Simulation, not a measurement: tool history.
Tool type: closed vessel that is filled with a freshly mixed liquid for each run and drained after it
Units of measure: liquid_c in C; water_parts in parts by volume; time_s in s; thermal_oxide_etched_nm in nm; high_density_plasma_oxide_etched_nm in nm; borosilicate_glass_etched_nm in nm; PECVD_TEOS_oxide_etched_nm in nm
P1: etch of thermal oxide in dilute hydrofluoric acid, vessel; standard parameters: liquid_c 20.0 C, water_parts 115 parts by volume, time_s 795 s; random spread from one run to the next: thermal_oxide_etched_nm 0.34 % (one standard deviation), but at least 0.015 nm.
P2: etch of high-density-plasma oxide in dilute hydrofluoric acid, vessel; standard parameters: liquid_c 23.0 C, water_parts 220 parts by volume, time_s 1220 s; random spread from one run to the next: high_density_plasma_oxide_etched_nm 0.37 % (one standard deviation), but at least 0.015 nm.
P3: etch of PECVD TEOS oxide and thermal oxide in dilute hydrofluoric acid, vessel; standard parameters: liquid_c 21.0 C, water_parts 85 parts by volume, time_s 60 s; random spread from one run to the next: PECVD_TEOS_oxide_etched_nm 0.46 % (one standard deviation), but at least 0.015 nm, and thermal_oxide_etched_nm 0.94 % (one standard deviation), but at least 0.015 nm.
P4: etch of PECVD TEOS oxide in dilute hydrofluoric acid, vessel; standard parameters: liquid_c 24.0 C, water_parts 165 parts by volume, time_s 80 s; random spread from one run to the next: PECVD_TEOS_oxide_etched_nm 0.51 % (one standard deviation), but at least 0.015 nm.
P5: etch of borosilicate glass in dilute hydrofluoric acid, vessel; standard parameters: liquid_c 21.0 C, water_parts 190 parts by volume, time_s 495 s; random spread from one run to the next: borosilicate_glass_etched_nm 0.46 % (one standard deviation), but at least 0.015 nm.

| run | hour | process | liquid_c | water_parts | time_s | hours since the thermometer was replaced | hours since the hydrofluoric acid flow meter was replaced | thermal_oxide_etched_nm | high_density_plasma_oxide_etched_nm | borosilicate_glass_etched_nm | PECVD_TEOS_oxide_etched_nm |
|---|---|---|---|---|---|---|---|---|---|---|---|
| 1 | 14.6 | P1 | 20.0 | 115 | 795 | 640.5 | 320.8 | 28.1850 |  |  |  |
| 2 | 27.6 | P1 | 20.0 | 115 | 410 | 653.5 | 333.8 | 14.5240 |  |  |  |
| 3 | 36.2 | P2 | 23.0 | 220 | 315 | 662.1 | 342.4 |  | 9.2169 |  |  |
|  | 50.9 | thermometer replaced |
| 4 | 52.6 | P1 | 20.0 | 115 | 795 | 1.7 | 358.8 | 28.4440 |  |  |  |
| 5 | 60.1 | P2 | 17.0 | 220 | 1220 | 9.2 | 366.3 |  | 28.1650 |  |  |
| 6 | 76.9 | P5 | 21.0 | 190 | 495 | 26.0 | 383.1 |  |  | 50.216 |  |
| 7 | 86.9 | P1 | 25.5 | 115 | 795 | 36.0 | 393.1 | 34.8710 |  |  |  |
| 8 | 99.1 | P3 | 21.0 | 85 | 60 | 48.2 | 405.3 | 2.8709 |  |  | 5.4670 |
| 9 | 110.8 | P4 | 24.0 | 165 | 135 | 59.9 | 417.0 |  |  |  | 13.3180 |
| 10 | 120.4 | P3 | 21.0 | 135 | 60 | 69.5 | 426.6 | 1.7207 |  |  | 3.2272 |
| 11 | 136.0 | P1 | 20.0 | 115 | 1395 | 85.1 | 442.2 | 49.9170 |  |  |  |
| 12 | 144.0 | P3 | 25.5 | 85 | 60 | 93.1 | 450.2 | 3.3882 |  |  | 6.5438 |
| 13 | 158.9 | P1 | 20.0 | 200 | 795 | 108.0 | 465.1 | 14.9630 |  |  |  |
| 14 | 166.3 | P3 | 21.0 | 85 | 60 | 115.4 | 472.5 | 2.8941 |  |  | 5.4365 |
| 15 | 175.6 | P1 | 20.0 | 115 | 795 | 124.7 | 481.8 | 28.1640 |  |  |  |
| 16 | 187.9 | P4 | 24.0 | 165 | 80 | 137.0 | 494.1 |  |  |  | 7.8497 |
| 17 | 200.0 | P5 | 27.5 | 190 | 495 | 149.1 | 506.2 |  |  | 64.194 |  |
| 18 | 210.8 | P1 | 20.0 | 115 | 795 | 159.9 | 517.0 | 28.1850 |  |  |  |
| 19 | 224.0 | P4 | 24.0 | 235 | 80 | 173.1 | 530.2 |  |  |  | 5.1078 |
| 20 | 237.9 | P2 | 23.0 | 50 | 1220 | 187.0 | 544.1 |  | 190.4700 |  |  |
| 21 | 248.6 | P1 | 20.0 | 40 | 795 | 197.7 | 554.8 | 88.8690 |  |  |  |
| 22 | 264.7 | P1 | 17.0 | 50 | 795 | 213.8 | 570.9 | 61.3310 |  |  |  |
| 23 | 273.9 | P4 | 18.0 | 165 | 80 | 223.0 | 580.1 |  |  |  | 6.1950 |
| 24 | 289.5 | P1 | 20.0 | 115 | 795 | 238.6 | 595.7 | 28.1900 |  |  |  |
| 25 | 305.4 | P3 | 21.0 | 85 | 30 | 254.5 | 611.6 | 1.4333 |  |  | 2.7627 |
| 26 | 315.2 | P4 | 24.0 | 165 | 80 | 264.3 | 621.4 |  |  |  | 7.8511 |
| 27 | 330.3 | P1 | 17.0 | 115 | 795 | 279.4 | 636.5 | 24.8550 |  |  |  |
| 28 | 338.5 | P5 | 21.0 | 190 | 245 | 287.6 | 644.7 |  |  | 24.861 |  |
| 29 | 351.2 | P5 | 21.0 | 320 | 495 | 300.3 | 657.4 |  |  | 26.693 |  |
| 30 | 364.0 | P2 | 23.0 | 220 | 1220 | 313.1 | 670.2 |  | 35.5700 |  |  |
| 31 | 374.7 | P1 | 20.0 | 115 | 795 | 323.8 | 680.9 | 28.2070 |  |  |  |
| 32 | 390.9 | P1 | 20.0 | 115 | 795 | 340.0 | 697.1 | 28.1480 |  |  |  |
| 33 | 401.3 | P1 | 20.0 | 115 | 795 | 350.4 | 707.5 | 29.0980 |  |  |  |
| 34 | 417.3 | P1 | 20.0 | 115 | 795 | 366.4 | 723.5 | 29.9940 |  |  |  |
| 35 | 432.8 | P1 | 20.0 | 115 | 795 | 381.9 | 739.0 | 30.2810 |  |  |  |
| 36 | 440.6 | P1 | 20.0 | 115 | 795 | 389.7 | 746.8 | 30.4990 |  |  |  |
| 37 | 448.9 | P1 | 20.0 | 115 | 795 | 398.0 | 755.1 | 30.6790 |  |  |  |
| 38 | 458.8 | P1 | 20.0 | 115 | 795 | 407.9 | 765.0 | 30.9180 |  |  |  |
| 39 | 470.6 | P1 | 20.0 | 115 | 795 | 419.7 | 776.8 | 31.0490 |  |  |  |
| 40 | 481.1 | P1 | 20.0 | 115 | 795 | 430.2 | 787.3 | 30.9150 |  |  |  |
| 41 | 489.0 | P1 | 20.0 | 115 | 795 | 438.1 | 795.2 | 31.0490 |  |  |  |
| 42 | 500.6 | P1 | 20.0 | 115 | 795 | 449.7 | 806.8 | 31.1580 |  |  |  |
| 43 | 509.0 | P1 | 20.0 | 115 | 795 | 458.1 | 815.2 | 31.0640 |  |  |  |

P1 has crept away from where it was. The log is fitted equally well by each of these 2 causes, at the sizes shown:
A: liquid hotter than its thermometer reads (K) = 2.37
B: hydrofluoric acid flow above the setpoint (%) = 8.88
The creep began at about hour 390.9.

Consider the 4 single-wafer check runs listed below, results given as question marks: which one distinguishes between the causes by giving clearly different results for each?
| check 1 | 517.4 | P5 | 27.5 | 310 | 495 |  |  |  |  | ? |  |
| check 2 | 517.4 | P4 | 19.5 | 165 | 80 |  |  |  |  |  | ? |
| check 3 | 517.4 | P3 | 21.0 | 135 | 60 |  |  | ? |  |  | ? |
| check 4 | 517.4 | P2 | 17.0 | 80 | 1220 |  |  |  | ? |  |  |

If the cause were each of the candidates in turn, the checks would give the following:
| check | result | if A | if B |
|---|---|---|---|
| check 1 | borosilicate_glass_etched_nm | 37.277 | 38.585 |
| check 2 | PECVD_TEOS_oxide_etched_nm | 7.2392 | 7.2827 |
| check 3 | thermal_oxide_etched_nm | 1.8774 | 1.8848 |
| check 3 | PECVD_TEOS_oxide_etched_nm | 3.5471 | 3.5611 |
| check 4 | high_density_plasma_oxide_etched_nm | 98.2310 | 97.4360 |
Per-check spread between the two closest causes, in the result where they differ most: check 1 3.45 %; check 2 0.6 %; check 3 0.39 %; check 4 0.81 %
Check 1 is the one run that separates the causes; every other check would come out nearly the same whichever cause is at work.

Check 1 was then run and gave: borosilicate_glass_etched_nm 37.016 nm. Which cause is it?

The cause is A: liquid hotter than its thermometer reads (K).
